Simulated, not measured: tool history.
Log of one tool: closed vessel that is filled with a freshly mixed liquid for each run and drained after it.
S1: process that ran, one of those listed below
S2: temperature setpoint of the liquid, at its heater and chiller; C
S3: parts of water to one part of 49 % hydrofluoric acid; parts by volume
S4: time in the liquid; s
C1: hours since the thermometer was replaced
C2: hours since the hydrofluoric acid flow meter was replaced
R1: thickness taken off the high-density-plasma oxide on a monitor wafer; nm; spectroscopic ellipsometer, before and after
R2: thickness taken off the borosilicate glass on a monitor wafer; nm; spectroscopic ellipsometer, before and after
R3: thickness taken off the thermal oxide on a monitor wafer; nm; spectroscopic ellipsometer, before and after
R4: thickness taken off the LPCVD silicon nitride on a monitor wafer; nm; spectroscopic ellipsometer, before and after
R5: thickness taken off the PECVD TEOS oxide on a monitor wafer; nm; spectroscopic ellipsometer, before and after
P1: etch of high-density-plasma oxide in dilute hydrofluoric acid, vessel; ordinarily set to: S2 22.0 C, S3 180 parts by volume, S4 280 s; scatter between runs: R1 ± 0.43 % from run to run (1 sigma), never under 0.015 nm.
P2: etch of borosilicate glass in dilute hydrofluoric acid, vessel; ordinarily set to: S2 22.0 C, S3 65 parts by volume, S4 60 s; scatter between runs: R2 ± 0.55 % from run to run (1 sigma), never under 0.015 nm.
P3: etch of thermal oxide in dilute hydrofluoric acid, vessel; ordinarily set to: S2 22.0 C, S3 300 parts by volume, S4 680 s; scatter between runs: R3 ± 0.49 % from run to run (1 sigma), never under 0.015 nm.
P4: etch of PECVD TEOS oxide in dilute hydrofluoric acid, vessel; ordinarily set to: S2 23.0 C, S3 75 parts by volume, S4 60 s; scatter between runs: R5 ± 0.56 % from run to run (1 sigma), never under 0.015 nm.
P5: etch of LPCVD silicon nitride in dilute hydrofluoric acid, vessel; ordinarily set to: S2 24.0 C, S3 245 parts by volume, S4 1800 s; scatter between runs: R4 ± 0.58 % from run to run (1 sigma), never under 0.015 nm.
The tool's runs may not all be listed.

{"run": 1, "hour": 5.3, "S1": "P1", "S2": 22.0, "S3": 180, "S4": 280, "C1": 762.0, "C2": 580.0, "R1": 13.003}
{"run": 2, "hour": 13.3, "S1": "P2", "S2": 22.0, "S3": 65, "S4": 30, "C1": 770.0, "C2": 588.0, "R2": 14.288}
{"run": 3, "hour": 19.2, "S1": "P1", "S2": 22.0, "S3": 115, "S4": 280, "C1": 775.9, "C2": 593.9, "R1": 21.767}
{"run": 4, "hour": 23.9, "S1": "P1", "S2": 22.0, "S3": 180, "S4": 280, "C1": 780.6, "C2": 598.6, "R1": 12.843}
{"run": 5, "hour": 30.6, "S1": "P3", "S2": 22.0, "S3": 300, "S4": 680, "C1": 787.3, "C2": 605.3, "R3": 7.7456}
{"run": 6, "hour": 35.5, "S1": "P1", "S2": 17.5, "S3": 180, "S4": 280, "C1": 792.2, "C2": 610.2, "R1": 10.792}
{"run": 7, "hour": 39.4, "S1": "P3", "S2": 22.0, "S3": 300, "S4": 680, "C1": 796.1, "C2": 614.1, "R3": 7.8195}
{"run": 8, "hour": 44.2, "S1": "P5", "S2": 24.0, "S3": 55, "S4": 1800, "C1": 800.9, "C2": 618.9, "R4": 18.638}
{"run": 9, "hour": 52.2, "S1": "P5", "S2": 24.0, "S3": 245, "S4": 1800, "C1": 808.9, "C2": 626.9, "R4": 4.2562}
{"run": 10, "hour": 57.3, "S1": "P1", "S2": 22.0, "S3": 180, "S4": 280, "C1": 814.0, "C2": 632.0, "R1": 12.828}
{"run": 11, "hour": 63.4, "S1": "P4", "S2": 30.5, "S3": 75, "S4": 60, "C1": 820.1, "C2": 638.1, "R5": 30.629}
{"run": 12, "hour": 70.6, "S1": "P4", "S2": 23.0, "S3": 75, "S4": 60, "C1": 827.3, "C2": 645.3, "R5": 22.65}
{"run": 13, "hour": 78.3, "S1": "P1", "S2": 22.0, "S3": 180, "S4": 70, "C1": 835.0, "C2": 653.0, "R1": 3.2549}
{"run": 14, "hour": 84.1, "S1": "P1", "S2": 26.5, "S3": 180, "S4": 280, "C1": 840.8, "C2": 658.8, "R1": 15.304}
{"run": 15, "hour": 90.3, "S1": "P5", "S2": 31.5, "S3": 245, "S4": 1800, "C1": 847.0, "C2": 665.0, "R4": 6.6848}
{"run": 16, "hour": 95.2, "S1": "P1", "S2": 22.0, "S3": 180, "S4": 280, "C1": 851.9, "C2": 669.9, "R1": 12.816}
{"run": 17, "hour": 102.7, "S1": "P4", "S2": 23.0, "S3": 20, "S4": 60, "C1": 859.4, "C2": 677.4, "R5": 91.156}
{"run": 18, "hour": 108.6, "S1": "P3", "S2": 27.5, "S3": 300, "S4": 680, "C1": 865.3, "C2": 683.3, "R3": 9.3691}
{"run": 19, "hour": 115.3, "S1": "P1", "S2": 22.0, "S3": 180, "S4": 545, "C1": 872.0, "C2": 690.0, "R1": 24.998}
{"run": 20, "hour": 119.9, "S1": "P1", "S2": 22.0, "S3": 295, "S4": 280, "C1": 876.6, "C2": 694.6, "R1": 6.9985}
{"run": 21, "hour": 124.4, "S1": "P4", "S2": 23.0, "S3": 75, "S4": 30, "C1": 881.1, "C2": 699.1, "R5": 11.343}
{"run": 22, "hour": 129.9, "S1": "P5", "S2": 24.0, "S3": 245, "S4": 1800, "C1": 886.6, "C2": 704.6, "R4": 4.2453}
{"run": 23, "hour": 135.2, "S1": "P1", "S2": 22.0, "S3": 180, "S4": 280, "C1": 891.9, "C2": 709.9, "R1": 13.01}
{"run": 24, "hour": 140.7, "S1": "P3", "S2": 22.0, "S3": 185, "S4": 680, "C1": 897.4, "C2": 715.4, "R3": 14.112}
{"run": 25, "hour": 148.8, "S1": "P1", "S2": 29.5, "S3": 270, "S4": 280, "C1": 905.5, "C2": 723.5, "R1": 10.219}
{"run": 26, "hour": 155.6, "S1": "P2", "S2": 22.0, "S3": 65, "S4": 60, "C1": 912.3, "C2": 730.3, "R2": 28.347}
{"run": 27, "hour": 163.7, "S1": "P3", "S2": 22.0, "S3": 300, "S4": 1350, "C1": 920.4, "C2": 738.4, "R3": 15.424}
{"run": 28, "hour": 171.4, "S1": "P2", "S2": 22.0, "S3": 65, "S4": 60, "C1": 928.1, "C2": 746.1, "R2": 28.206}
{"run": 29, "hour": 178.0, "S1": "P2", "S2": 22.0, "S3": 90, "S4": 60, "C1": 934.7, "C2": 752.7, "R2": 19.953}
{"run": 30, "hour": 185.7, "S1": "P5", "S2": 24.0, "S3": 245, "S4": 125, "C1": 942.4, "C2": 760.4, "R4": 0.3113}
{"run": 31, "hour": 192.6, "S1": "P1", "S2": 22.0, "S3": 180, "S4": 280, "C1": 949.3, "C2": 767.3, "R1": 12.929}
{"run": 32, "hour": 198.0, "S1": "P2", "S2": 30.0, "S3": 65, "S4": 60, "C1": 954.7, "C2": 772.7, "R2": 39.215}
{"run": 33, "hour": 206.3, "S1": "P1", "S2": 22.0, "S3": 180, "S4": 280, "C1": 963.0, "C2": 781.0, "R1": 12.939}
{"run": 34, "hour": 213.2, "S1": "P1", "S2": 22.0, "S3": 180, "S4": 280, "C1": 969.9, "C2": 787.9, "R1": 13.187}
{"run": 35, "hour": 219.0, "S1": "P1", "S2": 22.0, "S3": 180, "S4": 280, "C1": 975.7, "C2": 793.7, "R1": 13.383}
{"run": 36, "hour": 225.7, "S1": "P1", "S2": 22.0, "S3": 180, "S4": 280, "C1": 982.4, "C2": 800.4, "R1": 13.65}
{"run": 37, "hour": 231.1, "S1": "P1", "S2": 22.0, "S3": 180, "S4": 280, "C1": 987.8, "C2": 805.8, "R1": 13.705}
{"run": 38, "hour": 236.6, "S1": "P1", "S2": 22.0, "S3": 180, "S4": 280, "C1": 993.3, "C2": 811.3, "R1": 13.69}
{"run": 39, "hour": 241.9, "S1": "P1", "S2": 22.0, "S3": 180, "S4": 280, "C1": 998.6, "C2": 816.6, "R1": 13.788}
{"run": 40, "hour": 249.8, "S1": "P1", "S2": 22.0, "S3": 180, "S4": 280, "C1": 1006.5, "C2": 824.5, "R1": 13.782}
{"run": 41, "hour": 257.5, "S1": "P1", "S2": 22.0, "S3": 180, "S4": 280, "C1": 1014.2, "C2": 832.2, "R1": 13.867}
{"run": 42, "hour": 265.5, "S1": "P1", "S2": 22.0, "S3": 180, "S4": 280, "C1": 1022.2, "C2": 840.2, "R1": 13.849}
{"run": 43, "hour": 273.1, "S1": "P1", "S2": 22.0, "S3": 180, "S4": 280, "C1": 1029.8, "C2": 847.8, "R1": 13.908}
{"run": 44, "hour": 278.3, "S1": "P1", "S2": 22.0, "S3": 180, "S4": 280, "C1": 1035.0, "C2": 853.0, "R1": 13.944}

Something has made what P1 gives creep away from where it was; the 2 causes below, each at its own stated size, fit the log equally well:
A: hydrofluoric acid flow above the setpoint (%) = 6.29
B: liquid hotter than its thermometer reads (K) = 1.91
At approximately hour 206.3, the process output began to creep.

Of the 4 check runs listed below, each run on one wafer and each result written as a question mark, which would let you distinguish the listed causes because they would give clearly different results?
{"run": "check 1", "hour": 283.5, "S1": "P2", "S2": 29.5, "S3": 65, "S4": 30, "R2": "?"}
{"run": "check 2", "hour": 283.5, "S1": "P5", "S2": 31.0, "S3": 125, "S4": 1800, "R4": "?"}
{"run": "check 3", "hour": 283.5, "S1": "P3", "S2": 22.0, "S3": 190, "S4": 680, "R3": "?"}
{"run": "check 4", "hour": 283.5, "S1": "P4", "S2": 30.0, "S3": 75, "S4": 60, "R5": "?"}

Predicted outcomes, by check and by cause:
check=check_1 result=R2 if_A=20.584 if_B=20.725
check=check_2 result=R4 if_A=13.7710 if_B=14.5430
check=check_3 result=R3 if_A=14.7330 if_B=14.7200
check=check_4 result=R5 if_A=31.917 if_B=32.077
Separation of the two closest causes in each check, using whichever result separates them best: check 1 0.68 %; check 2 5.45 %; check 3 0.09 %; check 4 0.5 %
Check 2 is the one run that separates the causes; every other check would come out nearly the same whichever cause is at work.

With check 2 done, the readings were: R4 13.7970 nm. Identify which of the listed causes applies.

It is A: hydrofluoric acid flow above the setpoint (%).
